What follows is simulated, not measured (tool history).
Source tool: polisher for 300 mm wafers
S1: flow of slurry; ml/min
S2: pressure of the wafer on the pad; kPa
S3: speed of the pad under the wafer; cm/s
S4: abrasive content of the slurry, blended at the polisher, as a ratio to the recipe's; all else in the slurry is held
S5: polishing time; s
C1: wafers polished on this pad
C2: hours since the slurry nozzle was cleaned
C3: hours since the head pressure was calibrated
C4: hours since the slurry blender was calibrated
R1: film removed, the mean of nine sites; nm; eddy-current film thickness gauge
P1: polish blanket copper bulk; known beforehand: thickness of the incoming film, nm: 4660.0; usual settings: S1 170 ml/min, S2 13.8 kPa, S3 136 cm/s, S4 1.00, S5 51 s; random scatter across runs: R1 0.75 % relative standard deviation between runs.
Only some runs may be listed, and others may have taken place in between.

run	hour	S1	S2	S3	S4	S5	C1	C2	C3	C4	R1
1	7.6	170	13.8	136	1.00	51	819	332.7	244.0	289.8	428.08
2	21.4	170	13.8	136	1.00	71	928	346.5	257.8	303.6	582.85
3	30.6	170	13.8	182	1.35	51	1000	355.7	267.0	312.8	600.52
# hour 40.6: slurry blender recalibrated
4	44.5	170	13.8	136	1.00	51	1109	369.6	280.9	4.0	418.10
5	51.7	170	13.8	214	1.00	51	1166	376.8	288.1	11.2	668.10
6	61.0	170	13.8	136	1.00	51	1239	386.1	297.4	20.5	416.04
7	75.2	170	13.8	136	1.00	25	1350	400.3	311.6	34.7	208.08
8	89.7	170	13.8	136	0.55	51	1464	414.8	326.1	49.2	376.82
# hour 93.4: head pressure recalibrated
9	98.7	170	13.8	92	1.00	51	1535	423.8	5.4	58.2	289.95
10	110.3	100	13.8	136	1.45	51	1626	435.4	17.0	69.8	411.96
11	124.9	170	13.8	136	1.00	51	1740	450.0	31.6	84.4	416.77
12	136.4	170	13.8	94	1.00	66	1831	461.5	43.1	95.9	377.19
13	145.6	170	6.2	136	1.00	51	1903	470.7	52.3	105.1	189.33
14	152.6	100	13.8	136	1.00	51	1958	477.7	59.3	112.1	382.16
15	167.7	170	20.7	136	1.00	51	2077	492.8	74.4	127.2	639.18
16	183.1	170	13.8	136	1.00	51	2198	508.2	89.8	142.6	425.69
17	191.3	265	13.8	136	1.00	51	2262	516.4	98.0	150.8	445.42
18	206.1	170	13.8	136	1.45	51	2378	531.2	112.8	165.6	455.82
19	214.9	170	13.8	136	1.00	51	2447	540.0	121.6	174.4	424.14
20	225.5	170	13.8	136	1.00	51	2530	550.6	132.2	185.0	427.81
21	232.3	170	13.8	136	1.00	51	2584	557.4	139.0	191.8	424.06
22	239.0	170	13.8	136	1.00	51	2637	564.1	145.7	198.5	418.44
23	253.6	170	13.8	136	1.00	51	2751	578.7	160.3	213.1	406.85
24	266.8	170	13.8	136	1.00	51	2855	591.9	173.5	226.3	407.67
25	273.8	170	13.8	136	1.00	51	2910	598.9	180.5	233.3	399.13
# hour 283.4: head pressure recalibrated
26	284.7	170	13.8	136	1.00	51	2995	609.8	1.3	244.2	402.76

What will run 27 give?
# hour 298.9: worn pad replaced by a new one
27	299.4	170	13.8	136	1.00	51	4	624.5	16.0	258.9	?

{"run 27": {"R1": 400.33}}
